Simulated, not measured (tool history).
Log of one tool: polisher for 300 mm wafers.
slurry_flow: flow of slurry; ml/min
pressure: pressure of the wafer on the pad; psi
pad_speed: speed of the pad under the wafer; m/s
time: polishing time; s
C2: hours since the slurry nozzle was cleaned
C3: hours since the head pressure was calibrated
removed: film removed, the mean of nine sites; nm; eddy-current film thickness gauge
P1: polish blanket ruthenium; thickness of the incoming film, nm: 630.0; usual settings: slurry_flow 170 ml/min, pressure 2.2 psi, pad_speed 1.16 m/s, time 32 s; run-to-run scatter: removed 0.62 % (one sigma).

Run 1, hour 15.2: slurry_flow 170 ml/min, pressure 2.2 psi, pad_speed 1.16 m/s, time 32 s; wafers polished on this pad 776; C2 172.7; C3 430.8. Result: removed 39.737 nm.
Run 2, hour 28.1: slurry_flow 170 ml/min, pressure 2.2 psi, pad_speed 1.16 m/s, time 32 s; wafers polished on this pad 881; C2 185.6; C3 443.7. Result: removed 39.164 nm.
Run 3, hour 43: slurry_flow 100 ml/min, pressure 2.2 psi, pad_speed 1.16 m/s, time 32 s; wafers polished on this pad 1003; C2 200.5; C3 458.6. Result: removed 35.48 nm.
Run 4, hour 59.4: slurry_flow 170 ml/min, pressure 2.2 psi, pad_speed 1.16 m/s, time 23 s; wafers polished on this pad 1137; C2 216.9; C3 475. Result: removed 28.246 nm.
Run 5, hour 76: slurry_flow 170 ml/min, pressure 2.2 psi, pad_speed 1.16 m/s, time 32 s; wafers polished on this pad 1272; C2 233.5; C3 491.6. Result: removed 39.587 nm.
Run 6, hour 90.3: slurry_flow 170 ml/min, pressure 2.2 psi, pad_speed 1.16 m/s, time 32 s; wafers polished on this pad 1389; C2 247.8; C3 505.9. Result: removed 39.198 nm.
Run 7, hour 103: slurry_flow 170 ml/min, pressure 1 psi, pad_speed 1.16 m/s, time 32 s; wafers polished on this pad 1493; C2 260.5; C3 518.6. Result: removed 17.909 nm.
Run 8, hour 114.6: slurry_flow 170 ml/min, pressure 3.5 psi, pad_speed 1.16 m/s, time 32 s; wafers polished on this pad 1587; C2 272.1; C3 530.2. Result: removed 62.096 nm.
Run 9, hour 129.5: slurry_flow 170 ml/min, pressure 2.2 psi, pad_speed 1.74 m/s, time 32 s; wafers polished on this pad 1709; C2 287; C3 545.1. Result: removed 58.987 nm.
Run 10, hour 140: slurry_flow 170 ml/min, pressure 2.2 psi, pad_speed 0.52 m/s, time 32 s; wafers polished on this pad 1795; C2 297.5; C3 555.6. Result: removed 17.668 nm.
Run 11, hour 149.1: slurry_flow 170 ml/min, pressure 2.2 psi, pad_speed 1.16 m/s, time 32 s; wafers polished on this pad 1869; C2 306.6; C3 564.7. Result: removed 39.24 nm.
Run 12, hour 162.3: slurry_flow 170 ml/min, pressure 2.2 psi, pad_speed 1.16 m/s, time 32 s; wafers polished on this pad 1977; C2 319.8; C3 577.9. Result: removed 39.439 nm.
Run 13, hour 174.6: slurry_flow 215 ml/min, pressure 1 psi, pad_speed 1.16 m/s, time 32 s; wafers polished on this pad 2077; C2 332.1; C3 590.2. Result: removed 18.531 nm.
Run 14, hour 189.2: slurry_flow 170 ml/min, pressure 2.2 psi, pad_speed 1.16 m/s, time 50 s; wafers polished on this pad 2197; C2 346.7; C3 604.8. Result: removed 61.285 nm.
Run 15, hour 197.9: slurry_flow 240 ml/min, pressure 2.2 psi, pad_speed 1.16 m/s, time 32 s; wafers polished on this pad 2268; C2 355.4; C3 613.5. Result: removed 41.28 nm.
Run 16, hour 212.6: slurry_flow 170 ml/min, pressure 2.2 psi, pad_speed 1.16 m/s, time 32 s; wafers polished on this pad 2388; C2 370.1; C3 628.2. Result: removed 39.474 nm.
Run 17, hour 230.2: slurry_flow 170 ml/min, pressure 2.2 psi, pad_speed 1.16 m/s, time 32 s; wafers polished on this pad 2531; C2 387.7; C3 645.8. Result: removed 37.977 nm.
Run 18, hour 246.1: slurry_flow 170 ml/min, pressure 2.2 psi, pad_speed 1.16 m/s, time 32 s; wafers polished on this pad 2661; C2 403.6; C3 661.7. Result: removed 37.3 nm.
Run 19, hour 259.8: slurry_flow 170 ml/min, pressure 2.2 psi, pad_speed 1.16 m/s, time 32 s; wafers polished on this pad 2773; C2 417.3; C3 675.4. Result: removed 36.861 nm.
Run 20, hour 271.4: slurry_flow 170 ml/min, pressure 2.2 psi, pad_speed 1.16 m/s, time 32 s; wafers polished on this pad 2868; C2 428.9; C3 687. Result: removed 36.762 nm.
At hour 282.4: head pressure recalibrated.
Run 21, hour 287.6: slurry_flow 170 ml/min, pressure 2.2 psi, pad_speed 1.16 m/s, time 32 s; wafers polished on this pad 3000; C2 445.1; C3 5.3. Result: removed 36.187 nm.
Run 22, hour 305.6: slurry_flow 170 ml/min, pressure 2.2 psi, pad_speed 1.16 m/s, time 32 s; wafers polished on this pad 3147; C2 463.1; C3 23.3. Result: removed 35.816 nm.
Run 23, hour 314.9: slurry_flow 170 ml/min, pressure 2.2 psi, pad_speed 1.16 m/s, time 32 s; wafers polished on this pad 3223; C2 472.4; C3 32.6. Result: removed 36.128 nm.
Run 24, hour 330.7: slurry_flow 170 ml/min, pressure 2.2 psi, pad_speed 1.16 m/s, time 32 s; wafers polished on this pad 3352; C2 488.2; C3 48.4. Result: removed 35.778 nm.

What P1 gives has crept away from where it was. These 2 causes fit the log equally well, each at the size given:
A: slurry flow missing at the pad, % = 38.9
B: removal rate lost through wear of the pad, % = 9.14
The creep began at about hour 212.6.
Why every other cause is out:
head's pressure below its setpoint, %: serviced at hour 282.4, which brought nothing back

4 check runs are offered, one wafer each, their results left as question marks. Which one tells the causes apart?
Run check 1, hour 346.5: slurry_flow 105 ml/min, pressure 2.2 psi, pad_speed 0.72 m/s, time 32 s. Result: removed ?.
Run check 2, hour 346.5: slurry_flow 170 ml/min, pressure 3.3 psi, pad_speed 1.62 m/s, time 32 s. Result: removed ?.
Run check 3, hour 346.5: slurry_flow 170 ml/min, pressure 3.5 psi, pad_speed 1.16 m/s, time 24 s. Result: removed ?.
Run check 4, hour 346.5: slurry_flow 170 ml/min, pressure 3.4 psi, pad_speed 1.16 m/s, time 48 s. Result: removed ?.

What each check would give under each cause:
  check   result    if A    if B
check 1  removed  19.248  20.257
check 2  removed   75.05  75.062
check 3  removed  42.747  42.754
check 4  removed  83.052  83.065
How far apart the two closest causes lie, in the result that separates them most: check 1 5.11 %; check 2 0.02 %; check 3 0.02 %; check 4 0.02 %
Only check 1 tells the causes apart: in the others they would give nearly the same result.

Check 1 was then run and gave: removed 19.344 nm. Which cause is it?

It is A: slurry flow missing at the pad, %.

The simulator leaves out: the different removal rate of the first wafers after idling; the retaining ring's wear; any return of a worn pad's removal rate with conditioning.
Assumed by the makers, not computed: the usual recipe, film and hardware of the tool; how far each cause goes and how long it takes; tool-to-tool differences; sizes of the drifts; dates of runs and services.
